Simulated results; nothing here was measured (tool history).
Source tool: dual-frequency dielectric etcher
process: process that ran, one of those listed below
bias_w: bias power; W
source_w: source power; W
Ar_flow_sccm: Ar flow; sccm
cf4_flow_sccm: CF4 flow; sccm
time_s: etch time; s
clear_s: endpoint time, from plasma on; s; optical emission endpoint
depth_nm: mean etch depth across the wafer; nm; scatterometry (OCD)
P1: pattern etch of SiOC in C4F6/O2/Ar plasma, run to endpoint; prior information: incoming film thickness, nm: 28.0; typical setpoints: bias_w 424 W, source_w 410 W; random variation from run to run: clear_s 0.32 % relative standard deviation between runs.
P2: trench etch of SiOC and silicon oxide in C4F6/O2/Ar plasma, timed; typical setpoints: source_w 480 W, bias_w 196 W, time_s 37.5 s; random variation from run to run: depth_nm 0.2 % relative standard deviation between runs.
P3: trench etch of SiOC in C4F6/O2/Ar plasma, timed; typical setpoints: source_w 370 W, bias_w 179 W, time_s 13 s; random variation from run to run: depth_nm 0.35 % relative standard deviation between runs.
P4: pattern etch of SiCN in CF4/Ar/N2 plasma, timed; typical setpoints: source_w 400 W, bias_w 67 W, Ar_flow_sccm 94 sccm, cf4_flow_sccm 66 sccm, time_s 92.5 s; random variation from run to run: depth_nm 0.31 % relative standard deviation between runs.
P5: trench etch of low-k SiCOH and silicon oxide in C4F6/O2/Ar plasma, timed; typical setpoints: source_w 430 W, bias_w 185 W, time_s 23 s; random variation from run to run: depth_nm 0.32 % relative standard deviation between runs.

| run | hour | process | bias_w | source_w | Ar_flow_sccm | cf4_flow_sccm | time_s | hours since the last wet clean | hours since the last bias power generator calibration | hours since the last source power generator calibration | clear_s | depth_nm |
|---|---|---|---|---|---|---|---|---|---|---|---|---|
| 1 | 10.8 | P1 | 424 | 410 |  |  |  | 174.4 | 1331.7 | 1487.1 | 10.172 |  |
| 2 | 22.3 | P4 | 67 | 400 | 129 | 66 | 92.5 | 185.9 | 1343.2 | 1498.6 |  | 68.885 |
| 3 | 34.2 | P1 | 424 | 290 |  |  |  | 197.8 | 1355.1 | 1510.5 | 11.585 |  |
| 4 | 50.4 | P3 | 179 | 510 |  |  | 13 | 214 | 1371.3 | 1526.7 |  | 29.308 |
| 5 | 62.2 | P2 | 264 | 480 |  |  | 37.5 | 225.8 | 1383.1 | 1538.5 |  | 95.155 |
| 6 | 72.4 | P2 | 196 | 480 |  |  | 56 | 236 | 1393.3 | 1548.7 |  | 129.02 |
| 7 | 81.5 | P1 | 529 | 410 |  |  |  | 245.1 | 1402.4 | 1557.8 | 9.413 |  |
| 8 | 91.2 | P3 | 179 | 370 |  |  | 13 | 254.8 | 1412.1 | 1567.5 |  | 26.107 |
| 9 | 105.4 | P1 | 344 | 410 |  |  |  | 269 | 1426.3 | 1581.7 | 10.945 |  |
| 10 | 114 | P1 | 424 | 410 |  |  |  | 277.6 | 1434.9 | 1590.3 | 10.176 |  |
| 11 | 129.1 | P4 | 67 | 400 | 94 | 66 | 92.5 | 292.7 | 1450 | 1605.4 |  | 72.12 |
| 12 | 141.6 | P1 | 318 | 560 |  |  |  | 305.2 | 1462.5 | 1617.9 | 9.9713 |  |
|  | 147.3 | source power generator calibrated |
| 13 | 154.9 | P4 | 67 | 400 | 94 | 66 | 133.5 | 318.5 | 1475.8 | 7.7 |  | 104.39 |
| 14 | 163.5 | P4 | 84 | 400 | 94 | 66 | 92.5 | 327.1 | 1484.4 | 16.3 |  | 77.989 |
| 15 | 173.1 | P4 | 67 | 400 | 94 | 45 | 92.5 | 336.7 | 1494 | 25.9 |  | 68.391 |
| 16 | 187.3 | P1 | 424 | 410 |  |  |  | 350.9 | 1508.2 | 40.1 | 10.218 |  |
| 17 | 199.1 | P2 | 196 | 670 |  |  | 37.5 | 362.7 | 1520 | 51.9 |  | 98.535 |
| 18 | 213.4 | P3 | 144 | 370 |  |  | 13 | 377 | 1534.3 | 66.2 |  | 24.121 |
| 19 | 231.8 | P4 | 67 | 560 | 94 | 66 | 92.5 | 395.4 | 1552.7 | 84.6 |  | 96.781 |
| 20 | 242.6 | P1 | 424 | 410 |  |  |  | 406.2 | 1563.5 | 95.4 | 10.157 |  |
| 21 | 252.2 | P1 | 424 | 410 |  |  |  | 415.8 | 1573.1 | 105 | 10.171 |  |
| 22 | 263 | P2 | 196 | 480 |  |  | 37.5 | 426.6 | 1583.9 | 115.8 |  | 86.082 |
| 23 | 281.4 | P1 | 424 | 410 |  |  |  | 445 | 1602.3 | 134.2 | 10.181 |  |
| 24 | 296.4 | P1 | 424 | 410 |  |  |  | 460 | 1617.3 | 149.2 | 10.145 |  |
| 25 | 310.2 | P5 | 185 | 560 |  |  | 23 | 473.8 | 1631.1 | 163 |  | 79.728 |
| 26 | 322.8 | P5 | 185 | 430 |  |  | 23 | 486.4 | 1643.7 | 175.6 |  | 71.841 |
| 27 | 335.7 | P5 | 255 | 430 |  |  | 23 | 499.3 | 1656.6 | 188.5 |  | 80.099 |
| 28 | 346.9 | P1 | 424 | 560 |  |  |  | 510.5 | 1667.8 | 199.7 | 9.0644 |  |
| 29 | 358.4 | P5 | 185 | 430 |  |  | 16 | 522 | 1679.3 | 211.2 |  | 50.307 |
| 30 | 372.2 | P3 | 179 | 370 |  |  | 7 | 535.8 | 1693.1 | 225 |  | 13.959 |
| 31 | 386.1 | P5 | 185 | 430 |  |  | 23 | 549.7 | 1707 | 238.9 |  | 71.678 |
| 32 | 399.5 | P1 | 424 | 410 |  |  |  | 563.1 | 1720.4 | 252.3 | 10.165 |  |
| 33 | 407.8 | P1 | 424 | 410 |  |  |  | 571.4 | 1728.7 | 260.6 | 10.093 |  |
| 34 | 419.6 | P1 | 424 | 410 |  |  |  | 583.2 | 1740.5 | 272.4 | 10.05 |  |
| 35 | 433.2 | P1 | 424 | 410 |  |  |  | 596.8 | 1754.1 | 286 | 10.064 |  |
|  | 442 | wet clean of the chamber |
| 36 | 450.7 | P1 | 424 | 410 |  |  |  | 8.7 | 1771.6 | 303.5 | 10.067 |  |
| 37 | 468.5 | P1 | 424 | 410 |  |  |  | 26.5 | 1789.4 | 321.3 | 10.018 |  |
| 38 | 483 | P1 | 424 | 410 |  |  |  | 41 | 1803.9 | 335.8 | 10.009 |  |
| 39 | 499.9 | P1 | 424 | 410 |  |  |  | 57.9 | 1820.8 | 352.7 | 10.065 |  |

P1 has crept away from where it was. The log is fitted equally well by each of these 2 causes, at the sizes shown:
A: source power that arrives over what is set, % = 4.34
B: bias power that arrives over what is set, % = 4.42
The process output started creeping at around hour 399.5.
What rules out each remaining cause:
chamber walls in a state that raises the etch rate, %: serviced after onset, at hour 442, with no recovery of the prior output

Each of the 4 check runs below uses one wafer; its results are left as question marks. Which run tells the causes apart?
| check 1 | 516.8 | P3 | 179 | 480 |  |  | 9 |  |  |  |  | ? |
| check 2 | 516.8 | P4 | 67 | 500 | 94 | 66 | 121.5 |  |  |  |  | ? |
| check 3 | 516.8 | P5 | 254 | 530 |  |  | 23 |  |  |  |  | ? |
| check 4 | 516.8 | P2 | 252 | 480 |  |  | 52 |  |  |  |  | ? |

Check results expected under each cause:
| check | result | if A | if B |
|---|---|---|---|
| check 1 | depth_nm | 20.235 | 20.173 |
| check 2 | depth_nm | 119.87 | 117.18 |
| check 3 | depth_nm | 87.918 | 87.752 |
| check 4 | depth_nm | 131.99 | 131.76 |
Per check, the gap between the least separated pair of causes, taken in the result that splits them most: check 1 0.31 %; check 2 2.27 %; check 3 0.19 %; check 4 0.17 %
Only in check 2 would the causes give clearly different results; in the remaining checks their results would be nearly the same.

Running check 2 produced the following: depth_nm 117.16 nm. Which one of the listed causes fits?

The cause is B: bias power that arrives over what is set, %.
